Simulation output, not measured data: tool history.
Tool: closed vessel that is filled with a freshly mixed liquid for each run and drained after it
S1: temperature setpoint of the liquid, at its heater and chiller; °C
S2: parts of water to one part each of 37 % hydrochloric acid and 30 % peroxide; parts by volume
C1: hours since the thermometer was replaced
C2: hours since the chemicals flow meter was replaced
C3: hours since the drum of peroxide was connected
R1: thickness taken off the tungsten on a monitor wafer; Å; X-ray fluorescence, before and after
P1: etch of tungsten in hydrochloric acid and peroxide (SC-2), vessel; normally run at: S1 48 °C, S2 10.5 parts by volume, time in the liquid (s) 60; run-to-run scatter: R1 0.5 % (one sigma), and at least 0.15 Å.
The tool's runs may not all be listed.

Run 1, hour 8.7: S1 48 °C, S2 10.5 parts by volume, time in the liquid (s) 60; C1 1704.8; C2 457.8; C3 776.1. Result: R1 57.908 Å.
Run 2, hour 20.3: S1 48 °C, S2 18.5 parts by volume, time in the liquid (s) 60; C1 1716.4; C2 469.4; C3 787.7. Result: R1 35.436 Å.
Run 3, hour 36.2: S1 58 °C, S2 4.5 parts by volume, time in the liquid (s) 60; C1 1732.3; C2 485.3; C3 803.6. Result: R1 215.87 Å.
Run 4, hour 49.3: S1 48 °C, S2 10.5 parts by volume, time in the liquid (s) 60; C1 1745.4; C2 498.4; C3 816.7. Result: R1 58.574 Å.
Run 5, hour 59.7: S1 48 °C, S2 10.5 parts by volume, time in the liquid (s) 60; C1 1755.8; C2 508.8; C3 827.1. Result: R1 58.455 Å.
Run 6, hour 72.8: S1 48 °C, S2 10.5 parts by volume, time in the liquid (s) 60; C1 1768.9; C2 521.9; C3 840.2. Result: R1 58.415 Å.
Run 7, hour 85.1: S1 48 °C, S2 10.5 parts by volume, time in the liquid (s) 60; C1 1781.2; C2 534.2; C3 852.5. Result: R1 58.449 Å.
At hour 91.2: new drum of peroxide connected.
Run 8, hour 93.9: S1 48 °C, S2 4 parts by volume, time in the liquid (s) 60; C1 1790; C2 543; C3 2.8. Result: R1 121.43 Å.
At hour 95.4: thermometer replaced.
Run 9, hour 103.9: S1 48 °C, S2 10.5 parts by volume, time in the liquid (s) 30; C1 8.5; C2 553; C3 12.8. Result: R1 29.391 Å.
Run 10, hour 118: S1 48 °C, S2 10.5 parts by volume, time in the liquid (s) 110; C1 22.6; C2 567.1; C3 26.9. Result: R1 107.32 Å.
Run 11, hour 130.7: S1 37 °C, S2 10.5 parts by volume, time in the liquid (s) 60; C1 35.3; C2 579.8; C3 39.6. Result: R1 27.136 Å.
Run 12, hour 145.2: S1 64.5 °C, S2 10.5 parts by volume, time in the liquid (s) 60; C1 49.8; C2 594.3; C3 54.1. Result: R1 168.77 Å.
Run 13, hour 158.9: S1 48 °C, S2 10.5 parts by volume, time in the liquid (s) 60; C1 63.5; C2 608; C3 67.8. Result: R1 58.27 Å.
Run 14, hour 171.1: S1 48 °C, S2 10.5 parts by volume, time in the liquid (s) 60; C1 75.7; C2 620.2; C3 80. Result: R1 58.496 Å.
Run 15, hour 183.7: S1 48 °C, S2 10.5 parts by volume, time in the liquid (s) 60; C1 88.3; C2 632.8; C3 92.6. Result: R1 61.065 Å.
Run 16, hour 195.9: S1 48 °C, S2 10.5 parts by volume, time in the liquid (s) 60; C1 100.5; C2 645; C3 104.8. Result: R1 62.112 Å.
Run 17, hour 207.4: S1 48 °C, S2 10.5 parts by volume, time in the liquid (s) 60; C1 112; C2 656.5; C3 116.3. Result: R1 63.168 Å.
Run 18, hour 218.4: S1 48 °C, S2 10.5 parts by volume, time in the liquid (s) 60; C1 123; C2 667.5; C3 127.3. Result: R1 62.933 Å.
Run 19, hour 229.4: S1 48 °C, S2 10.5 parts by volume, time in the liquid (s) 60; C1 134; C2 678.5; C3 138.3. Result: R1 62.819 Å.
Run 20, hour 236.8: S1 48 °C, S2 10.5 parts by volume, time in the liquid (s) 60; C1 141.4; C2 685.9; C3 145.7. Result: R1 63.449 Å.
Run 21, hour 248.9: S1 48 °C, S2 10.5 parts by volume, time in the liquid (s) 60; C1 153.5; C2 698; C3 157.8. Result: R1 63.219 Å.

What P1 gives has crept away from where it was. These 2 causes fit the log equally well, each at the size given:
A: liquid hotter than its thermometer reads (K) = 1.18
B: chemicals flow above the setpoint (%) = 9.98
The creep began at about hour 171.1.
Why every other cause is out:
peroxide weaker than its label (%): at most 8, which would move R1 by -7.4 %: too little, or the wrong way

4 check runs are offered, each on 5 wafers whose results are averaged, their results left as question marks. Which one tells the causes apart?
Run check 1, hour 261: S1 48 °C, S2 18.5 parts by volume, time in the liquid (s) 95. Result: R1 ?.
Run check 2, hour 261: S1 38.5 °C, S2 4 parts by volume, time in the liquid (s) 60. Result: R1 ?.
Run check 3, hour 261: S1 48 °C, S2 17 parts by volume, time in the liquid (s) 60. Result: R1 ?.
Run check 4, hour 261: S1 42 °C, S2 15.5 parts by volume, time in the liquid (s) 60. Result: R1 ?.

What each check would give under each cause:
  check  result    if A    if B
check 1      R1  61.046  61.418
check 2      R1  68.359   66.88
check 3      R1  41.599  41.821
check 4      R1  29.982  30.024
How far apart the two closest causes lie, in the result that separates them most: check 1 0.61 %; check 2 2.19 %; check 3 0.53 %; check 4 0.14 %
Only check 2 tells the causes apart: in the others they would give nearly the same result.

Check 2 was then run and gave: R1 67.065 Å. Which cause is it?

It is B: chemicals flow above the setpoint (%).

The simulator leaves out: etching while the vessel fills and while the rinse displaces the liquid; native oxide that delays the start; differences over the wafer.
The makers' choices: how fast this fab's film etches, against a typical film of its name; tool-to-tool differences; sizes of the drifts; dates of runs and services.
